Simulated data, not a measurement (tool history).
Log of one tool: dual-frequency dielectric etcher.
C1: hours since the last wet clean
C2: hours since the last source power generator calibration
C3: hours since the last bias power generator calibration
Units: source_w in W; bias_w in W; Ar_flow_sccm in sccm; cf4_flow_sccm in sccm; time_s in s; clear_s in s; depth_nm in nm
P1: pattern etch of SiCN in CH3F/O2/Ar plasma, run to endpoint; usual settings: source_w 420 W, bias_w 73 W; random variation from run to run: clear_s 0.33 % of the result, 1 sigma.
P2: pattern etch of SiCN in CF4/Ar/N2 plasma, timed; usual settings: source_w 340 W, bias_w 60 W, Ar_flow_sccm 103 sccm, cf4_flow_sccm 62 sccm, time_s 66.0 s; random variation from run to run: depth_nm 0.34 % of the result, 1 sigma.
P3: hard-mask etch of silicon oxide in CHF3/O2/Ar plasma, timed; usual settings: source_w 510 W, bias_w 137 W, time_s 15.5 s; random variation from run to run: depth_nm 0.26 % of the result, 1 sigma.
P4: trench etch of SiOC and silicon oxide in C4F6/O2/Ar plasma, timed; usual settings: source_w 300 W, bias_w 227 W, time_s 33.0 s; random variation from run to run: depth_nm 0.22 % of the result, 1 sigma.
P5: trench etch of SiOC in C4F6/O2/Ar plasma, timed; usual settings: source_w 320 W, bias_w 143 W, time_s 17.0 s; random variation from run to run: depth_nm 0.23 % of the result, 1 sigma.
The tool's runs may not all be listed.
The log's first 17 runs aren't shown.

Run 18, hour 146.1: process P3, source_w 510 W, bias_w 137 W, time_s 15.5 s; C1 373.0; C2 1749.7; C3 2149.4. Result: depth_nm 27.330 nm.
Run 19, hour 155.3: process P5, source_w 320 W, bias_w 91 W, time_s 17.0 s; C1 382.2; C2 1758.9; C3 2158.6. Result: depth_nm 25.993 nm.
Run 20, hour 166.2: process P1, source_w 520 W, bias_w 87 W; C1 393.1; C2 1769.8; C3 2169.5. Result: clear_s 25.784 s.
Run 21, hour 172.1: process P3, source_w 510 W, bias_w 137 W, time_s 15.5 s; C1 399.0; C2 1775.7; C3 2175.4. Result: depth_nm 27.270 nm.
Run 22, hour 178.1: process P1, source_w 420 W, bias_w 89 W; C1 405.0; C2 1781.7; C3 2181.4. Result: clear_s 27.573 s.
Run 23, hour 188.6: process P2, source_w 340 W, bias_w 60 W, Ar_flow_sccm 103 sccm, cf4_flow_sccm 62 sccm, time_s 66.0 s; C1 415.5; C2 1792.2; C3 2191.9. Result: depth_nm 41.260 nm.
Run 24, hour 197.1: process P1, source_w 420 W, bias_w 73 W; C1 424.0; C2 1800.7; C3 2200.4. Result: clear_s 29.477 s.
Run 25, hour 201.9: process P2, source_w 340 W, bias_w 60 W, Ar_flow_sccm 103 sccm, cf4_flow_sccm 37 sccm, time_s 66.0 s; C1 428.8; C2 1805.5; C3 2205.2. Result: depth_nm 37.599 nm.
Run 26, hour 211.8: process P5, source_w 320 W, bias_w 143 W, time_s 17.0 s; C1 438.7; C2 1815.4; C3 2215.1. Result: depth_nm 29.825 nm.
Run 27, hour 222.2: process P5, source_w 440 W, bias_w 143 W, time_s 17.0 s; C1 449.1; C2 1825.8; C3 2225.5. Result: depth_nm 33.648 nm.
Run 28, hour 227.8: process P3, source_w 510 W, bias_w 137 W, time_s 8.5 s; C1 454.7; C2 1831.4; C3 2231.1. Result: depth_nm 14.976 nm.
Run 29, hour 234.4: process P1, source_w 550 W, bias_w 102 W; C1 461.3; C2 1838.0; C3 2237.7. Result: clear_s 23.647 s.

Run 30 comes next. What will it give?
Run 30, hour 243.5: process P1, source_w 290 W, bias_w 73 W; C1 470.4; C2 1847.1; C3 2246.8. Result: clear_s ?.

Run 30 gave clear_s 33.922 s.

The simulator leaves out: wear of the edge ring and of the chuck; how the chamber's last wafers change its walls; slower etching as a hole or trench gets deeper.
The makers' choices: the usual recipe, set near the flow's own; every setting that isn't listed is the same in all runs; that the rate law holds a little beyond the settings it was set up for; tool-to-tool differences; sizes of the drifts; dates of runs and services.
